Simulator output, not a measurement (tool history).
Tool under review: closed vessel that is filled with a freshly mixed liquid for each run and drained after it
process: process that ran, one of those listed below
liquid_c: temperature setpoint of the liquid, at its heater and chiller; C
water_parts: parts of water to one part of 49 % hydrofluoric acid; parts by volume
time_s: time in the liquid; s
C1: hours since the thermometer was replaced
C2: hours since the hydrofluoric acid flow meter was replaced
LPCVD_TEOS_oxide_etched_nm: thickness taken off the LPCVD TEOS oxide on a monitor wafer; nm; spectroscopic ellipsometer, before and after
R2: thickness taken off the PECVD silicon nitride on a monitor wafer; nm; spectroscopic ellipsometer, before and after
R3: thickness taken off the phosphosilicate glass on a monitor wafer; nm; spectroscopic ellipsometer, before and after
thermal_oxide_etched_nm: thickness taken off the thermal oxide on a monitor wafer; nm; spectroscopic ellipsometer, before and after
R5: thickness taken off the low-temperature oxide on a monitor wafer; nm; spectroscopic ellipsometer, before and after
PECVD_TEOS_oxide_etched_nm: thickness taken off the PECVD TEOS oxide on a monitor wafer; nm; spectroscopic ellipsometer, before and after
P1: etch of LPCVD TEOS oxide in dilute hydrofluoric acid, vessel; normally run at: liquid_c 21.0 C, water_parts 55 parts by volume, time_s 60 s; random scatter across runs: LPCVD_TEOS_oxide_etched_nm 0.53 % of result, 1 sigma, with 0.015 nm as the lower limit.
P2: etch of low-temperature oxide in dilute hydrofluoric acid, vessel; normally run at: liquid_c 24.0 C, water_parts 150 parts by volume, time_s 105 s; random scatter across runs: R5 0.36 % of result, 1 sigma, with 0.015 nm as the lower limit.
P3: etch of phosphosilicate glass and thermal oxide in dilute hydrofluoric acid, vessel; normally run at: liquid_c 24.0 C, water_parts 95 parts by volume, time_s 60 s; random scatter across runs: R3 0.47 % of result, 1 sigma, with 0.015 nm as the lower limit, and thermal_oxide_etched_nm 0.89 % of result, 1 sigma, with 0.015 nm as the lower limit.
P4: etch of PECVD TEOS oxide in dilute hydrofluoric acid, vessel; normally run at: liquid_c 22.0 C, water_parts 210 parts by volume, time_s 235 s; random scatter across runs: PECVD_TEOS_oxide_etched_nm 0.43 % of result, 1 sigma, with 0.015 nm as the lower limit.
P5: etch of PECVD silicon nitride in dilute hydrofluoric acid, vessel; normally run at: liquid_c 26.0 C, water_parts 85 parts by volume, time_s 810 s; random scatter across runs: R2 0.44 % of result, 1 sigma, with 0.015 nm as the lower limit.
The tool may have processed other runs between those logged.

run 1 hour=9.0 | process=P1 liquid_c=21.0 water_parts=55 time_s=60 | C1=1375.6 C2=412.0 | LPCVD_TEOS_oxide_etched_nm=24.773
run 2 hour=15.9 | process=P5 liquid_c=26.0 water_parts=85 time_s=1500 | C1=1382.5 C2=418.9 | R2=39.000
run 3 hour=20.2 | process=P1 liquid_c=21.0 water_parts=55 time_s=105 | C1=1386.8 C2=423.2 | LPCVD_TEOS_oxide_etched_nm=43.699
run 4 hour=26.6 | process=P1 liquid_c=21.0 water_parts=25 time_s=60 | C1=1393.2 C2=429.6 | LPCVD_TEOS_oxide_etched_nm=56.862
run 5 hour=30.8 | process=P3 liquid_c=24.0 water_parts=165 time_s=60 | C1=1397.4 C2=433.8 | R3=47.390 thermal_oxide_etched_nm=1.6628
run 6 hour=38.4 | process=P3 liquid_c=24.0 water_parts=95 time_s=60 | C1=1405.0 C2=441.4 | R3=89.582 thermal_oxide_etched_nm=3.1086
run 7 hour=44.9 | process=P5 liquid_c=26.0 water_parts=85 time_s=810 | C1=1411.5 C2=447.9 | R2=21.071
run 8 hour=52.1 | process=P2 liquid_c=24.0 water_parts=150 time_s=105 | C1=1418.7 C2=455.1 | R5=15.2370
run 9 hour=57.1 | process=P4 liquid_c=22.0 water_parts=80 time_s=235 | C1=1423.7 C2=460.1 | PECVD_TEOS_oxide_etched_nm=29.4810
run 10 hour=61.1 | process=P4 liquid_c=26.5 water_parts=210 time_s=235 | C1=1427.7 C2=464.1 | PECVD_TEOS_oxide_etched_nm=11.4520
run 11 hour=68.2 | process=P1 liquid_c=26.5 water_parts=55 time_s=60 | C1=1434.8 C2=471.2 | LPCVD_TEOS_oxide_etched_nm=31.177
run 12 hour=76.3 | process=P2 liquid_c=24.0 water_parts=265 time_s=105 | C1=1442.9 C2=479.3 | R5=7.6144
run 13 hour=82.6 | process=P1 liquid_c=21.0 water_parts=55 time_s=60 | C1=1449.2 C2=485.6 | LPCVD_TEOS_oxide_etched_nm=25.060
run 14 hour=91.4 | process=P1 liquid_c=17.0 water_parts=55 time_s=60 | C1=1458.0 C2=494.4 | LPCVD_TEOS_oxide_etched_nm=21.122
run 15 hour=100.3 | process=P3 liquid_c=24.0 water_parts=95 time_s=60 | C1=1466.9 C2=503.3 | R3=89.408 thermal_oxide_etched_nm=3.0763
run 16 hour=106.2 | process=P3 liquid_c=17.0 water_parts=95 time_s=60 | C1=1472.8 C2=509.2 | R3=67.269 thermal_oxide_etched_nm=2.2769
run 17 hour=114.5 | process=P4 liquid_c=22.0 water_parts=210 time_s=235 | C1=1481.1 C2=517.5 | PECVD_TEOS_oxide_etched_nm=9.7957
run 18 hour=122.1 | process=P1 liquid_c=21.0 water_parts=55 time_s=30 | C1=1488.7 C2=525.1 | LPCVD_TEOS_oxide_etched_nm=12.482
run 19 hour=126.1 | process=P2 liquid_c=24.0 water_parts=150 time_s=30 | C1=1492.7 C2=529.1 | R5=4.4034
run 20 hour=134.3 | process=P1 liquid_c=25.5 water_parts=85 time_s=60 | C1=1500.9 C2=537.3 | LPCVD_TEOS_oxide_etched_nm=18.748
run 21 hour=140.3 | process=P1 liquid_c=26.0 water_parts=20 time_s=60 | C1=1506.9 C2=543.3 | LPCVD_TEOS_oxide_etched_nm=88.234
run 22 hour=145.1 | process=P4 liquid_c=22.0 water_parts=210 time_s=30 | C1=1511.7 C2=548.1 | PECVD_TEOS_oxide_etched_nm=1.2516
run 23 hour=149.5 | process=P1 liquid_c=21.0 water_parts=95 time_s=60 | C1=1516.1 C2=552.5 | LPCVD_TEOS_oxide_etched_nm=13.707
run 24 hour=155.7 | process=P5 liquid_c=26.0 water_parts=85 time_s=810 | C1=1522.3 C2=558.7 | R2=21.051
run 25 hour=161.6 | process=P1 liquid_c=21.0 water_parts=100 time_s=100 | C1=1528.2 C2=564.6 | LPCVD_TEOS_oxide_etched_nm=21.884
run 26 hour=169.9 | process=P5 liquid_c=20.0 water_parts=85 time_s=810 | C1=1536.5 C2=572.9 | R2=14.093
run 27 hour=174.3 | process=P5 liquid_c=26.0 water_parts=120 time_s=810 | C1=1540.9 C2=577.3 | R2=14.916
run 28 hour=182.1 | process=P1 liquid_c=21.0 water_parts=55 time_s=60 | C1=1548.7 C2=585.1 | LPCVD_TEOS_oxide_etched_nm=25.250
run 29 hour=190.7 | process=P2 liquid_c=17.0 water_parts=150 time_s=105 | C1=1557.3 C2=593.7 | R5=11.5280
run 30 hour=196.5 | process=P3 liquid_c=24.0 water_parts=95 time_s=110 | C1=1563.1 C2=599.5 | R3=165.050 thermal_oxide_etched_nm=5.7048
run 31 hour=203.4 | process=P1 liquid_c=21.0 water_parts=55 time_s=60 | C1=1570.0 C2=606.4 | LPCVD_TEOS_oxide_etched_nm=24.967
run 32 hour=209.8 | process=P2 liquid_c=24.0 water_parts=150 time_s=105 | C1=1576.4 C2=612.8 | R5=15.2450
run 33 hour=216.9 | process=P1 liquid_c=21.0 water_parts=55 time_s=60 | C1=1583.5 C2=619.9 | LPCVD_TEOS_oxide_etched_nm=24.972
run 34 hour=223.2 | process=P1 liquid_c=21.0 water_parts=55 time_s=60 | C1=1589.8 C2=626.2 | LPCVD_TEOS_oxide_etched_nm=25.753
run 35 hour=228.0 | process=P1 liquid_c=21.0 water_parts=55 time_s=60 | C1=1594.6 C2=631.0 | LPCVD_TEOS_oxide_etched_nm=25.906
run 36 hour=234.0 | process=P1 liquid_c=21.0 water_parts=55 time_s=60 | C1=1600.6 C2=637.0 | LPCVD_TEOS_oxide_etched_nm=26.216
run 37 hour=241.0 | process=P1 liquid_c=21.0 water_parts=55 time_s=60 | C1=1607.6 C2=644.0 | LPCVD_TEOS_oxide_etched_nm=26.714
run 38 hour=249.3 | process=P1 liquid_c=21.0 water_parts=55 time_s=60 | C1=1615.9 C2=652.3 | LPCVD_TEOS_oxide_etched_nm=26.961
run 39 hour=255.8 | process=P1 liquid_c=21.0 water_parts=55 time_s=60 | C1=1622.4 C2=658.8 | LPCVD_TEOS_oxide_etched_nm=26.896
run 40 hour=263.8 | process=P1 liquid_c=21.0 water_parts=55 time_s=60 | C1=1630.4 C2=666.8 | LPCVD_TEOS_oxide_etched_nm=26.957
run 41 hour=272.3 | process=P1 liquid_c=21.0 water_parts=55 time_s=60 | C1=1638.9 C2=675.3 | LPCVD_TEOS_oxide_etched_nm=27.267

For run 42, what comes out?
run 42 hour=277.0 | process=P1 liquid_c=21.0 water_parts=55 time_s=60 | C1=1643.6 C2=680.0 | LPCVD_TEOS_oxide_etched_nm=?

Logged for run 42: LPCVD_TEOS_oxide_etched_nm 27.009 nm.
